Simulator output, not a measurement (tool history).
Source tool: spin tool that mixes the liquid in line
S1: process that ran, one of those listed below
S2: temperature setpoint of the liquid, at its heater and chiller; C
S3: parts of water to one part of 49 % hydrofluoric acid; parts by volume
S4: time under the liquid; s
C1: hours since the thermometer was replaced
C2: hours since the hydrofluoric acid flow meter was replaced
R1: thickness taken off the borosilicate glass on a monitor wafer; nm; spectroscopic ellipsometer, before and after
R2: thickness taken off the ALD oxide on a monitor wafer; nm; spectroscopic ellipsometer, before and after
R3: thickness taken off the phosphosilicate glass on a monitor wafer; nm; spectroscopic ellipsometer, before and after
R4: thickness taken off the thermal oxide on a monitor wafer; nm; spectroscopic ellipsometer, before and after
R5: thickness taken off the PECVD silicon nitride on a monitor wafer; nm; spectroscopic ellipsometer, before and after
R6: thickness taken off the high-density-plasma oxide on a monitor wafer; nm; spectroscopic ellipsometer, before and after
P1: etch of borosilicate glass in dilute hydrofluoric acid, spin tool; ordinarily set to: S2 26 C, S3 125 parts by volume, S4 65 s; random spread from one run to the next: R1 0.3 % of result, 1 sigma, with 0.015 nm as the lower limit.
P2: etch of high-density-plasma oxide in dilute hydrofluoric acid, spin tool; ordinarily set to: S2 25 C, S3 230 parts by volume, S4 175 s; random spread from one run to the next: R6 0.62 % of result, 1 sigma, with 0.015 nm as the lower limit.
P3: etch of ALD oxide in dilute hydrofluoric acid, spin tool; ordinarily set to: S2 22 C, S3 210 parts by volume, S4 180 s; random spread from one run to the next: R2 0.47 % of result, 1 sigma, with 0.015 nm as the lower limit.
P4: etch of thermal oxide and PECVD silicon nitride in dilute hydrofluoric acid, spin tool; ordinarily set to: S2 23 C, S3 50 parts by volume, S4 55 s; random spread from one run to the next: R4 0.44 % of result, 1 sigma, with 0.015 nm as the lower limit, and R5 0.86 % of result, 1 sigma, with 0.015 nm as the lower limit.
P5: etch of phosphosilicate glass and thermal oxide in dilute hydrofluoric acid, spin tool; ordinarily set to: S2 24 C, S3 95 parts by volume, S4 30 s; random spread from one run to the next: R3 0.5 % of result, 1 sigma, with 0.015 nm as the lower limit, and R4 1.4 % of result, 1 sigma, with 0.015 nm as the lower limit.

run,hour,S1,S2,S3,S4,C1,C2,R1,R2,R3,R4,R5,R6
1,5.5,P1,26,125,65,864.8,711.7,14.931,,,,,
2,13.5,P3,22,350,180,872.8,719.7,,4.9891,,,,
3,20.1,P1,26,125,65,879.4,726.3,14.939,,,,,
4,30.3,P1,26,125,120,889.6,736.5,27.521,,,,,
5,38.4,P5,24,95,60,897.7,744.6,,,92.572,2.9722,,
6,46.4,P4,28,50,55,905.7,752.6,,,,6.3798,4.0172,
7,59.1,P5,32,95,30,918.4,765.3,,,62.695,1.9862,,
8,69.9,P4,23,50,55,929.2,776.1,,,,5.2458,2.9013,
9,75.3,P1,26,125,65,934.6,781.5,14.918,,,,,
10,86.5,P3,22,210,180,945.8,792.7,,9.5339,,,,
11,92.6,P1,26,55,110,951.9,798.8,62.883,,,,,
12,98.7,P3,22,210,330,958,804.9,,17.534,,,,
13,106,P2,25,230,305,965.3,812.2,,,,,,8.9219
14,112.4,P5,24,165,30,971.7,818.6,,,24.499,0.75644,,
15,124.4,P1,26,125,30,983.7,830.6,6.8531,,,,,
16,132.1,P1,26,125,65,991.4,838.3,14.95,,,,,
17,138.2,P1,26,125,65,997.5,844.4,15.003,,,,,
18,146.9,P2,25,230,175,1006.2,853.1,,,,,,5.0866
19,157.9,P2,25,230,175,1017.2,864.1,,,,,,5.0895
20,165.4,P4,23,50,105,1024.7,871.6,,,,9.9493,5.5302,
21,176,P3,22,210,180,1035.3,882.2,,9.5815,,,,
22,182.6,P1,26,125,65,1041.9,888.8,14.945,,,,,
23,190.2,P1,26,125,65,1049.5,896.4,14.96,,,,,
24,202.7,P1,26,180,65,1062,908.9,9.6706,,,,,
25,209,P3,29,210,180,1068.3,915.2,,12.363,,,,
26,215.3,P1,34,125,15,1074.6,921.5,4.6493,,,,,
27,222.1,P1,32,125,65,1081.4,928.3,18.572,,,,,
28,234.3,P5,24,95,30,1093.6,940.5,,,46.016,1.5071,,
29,244.4,P1,26,75,65,1103.7,950.6,26.476,,,,,
30,256.5,P4,23,20,55,1115.8,962.7,,,,13.493,7.2008,
31,268.6,P2,25,345,175,1127.9,974.8,,,,,,2.9655
32,280.2,P1,17.5,125,65,1139.5,986.4,10.674,,,,,
33,289.7,P2,19.5,230,175,1149,995.9,,,,,,4.1773
34,299.9,P1,26,125,65,1159.2,1006.1,14.894,,,,,
35,309.8,P1,26,125,65,1169.1,1016,15.388,,,,,
36,320.3,P1,26,125,65,1179.6,1026.5,15.68,,,,,
37,329.8,P1,26,125,65,1189.1,1036,15.771,,,,,
38,335.2,P1,26,125,65,1194.5,1041.4,15.835,,,,,
39,345.7,P1,26,125,65,1205,1051.9,15.989,,,,,
40,352,P1,26,125,65,1211.3,1058.2,16.053,,,,,
41,361.4,P1,26,125,65,1220.7,1067.6,16.21,,,,,
42,368.7,P1,26,125,65,1228,1074.9,16.138,,,,,
43,380.9,P1,26,125,65,1240.2,1087.1,16.171,,,,,
44,392.8,P1,26,125,65,1252.1,1099,16.178,,,,,
45,398.5,P1,26,125,65,1257.8,1104.7,16.291,,,,,

The log shows P1 creeping away from where it was. Any of the 2 causes listed here, at the size stated for it, fits the log just as well as the others:
A: hydrofluoric acid flow above the setpoint (%) = 7.5
B: liquid hotter than its thermometer reads (K) = 2.21
Onset of the creep was near hour 299.9.

Each of the 4 check runs below uses one wafer; its results are left as question marks. Which run tells the causes apart?
check 1,404.2,P5,24,95,30,,,,,?,?,,
check 2,404.2,P3,22,210,180,,,,?,,,,
check 3,404.2,P2,25,230,175,,,,,,,,?
check 4,404.2,P4,23,50,55,,,,,,?,?,

What each check would give under each cause:
check,result,if A,if B
check 1,R3,50.213,50.537
check 1,R4,1.6019,1.6122
check 2,R2,10.416,10.361
check 3,R6,5.5643,5.5013
check 4,R4,5.6433,5.7229
check 4,R5,3.1266,3.3811
Gap, in per cent, between the two causes that each check separates least, read from the result that separates them most: check 1 0.64 %; check 2 0.54 %; check 3 1.14 %; check 4 7.83 %
Check 4 is the one run that separates the causes; every other check would come out nearly the same whichever cause is at work.

Here is what check 4 returned: R4 5.6568 nm; R5 3.16 nm. Which cause is it?

It is A: hydrofluoric acid flow above the setpoint (%).
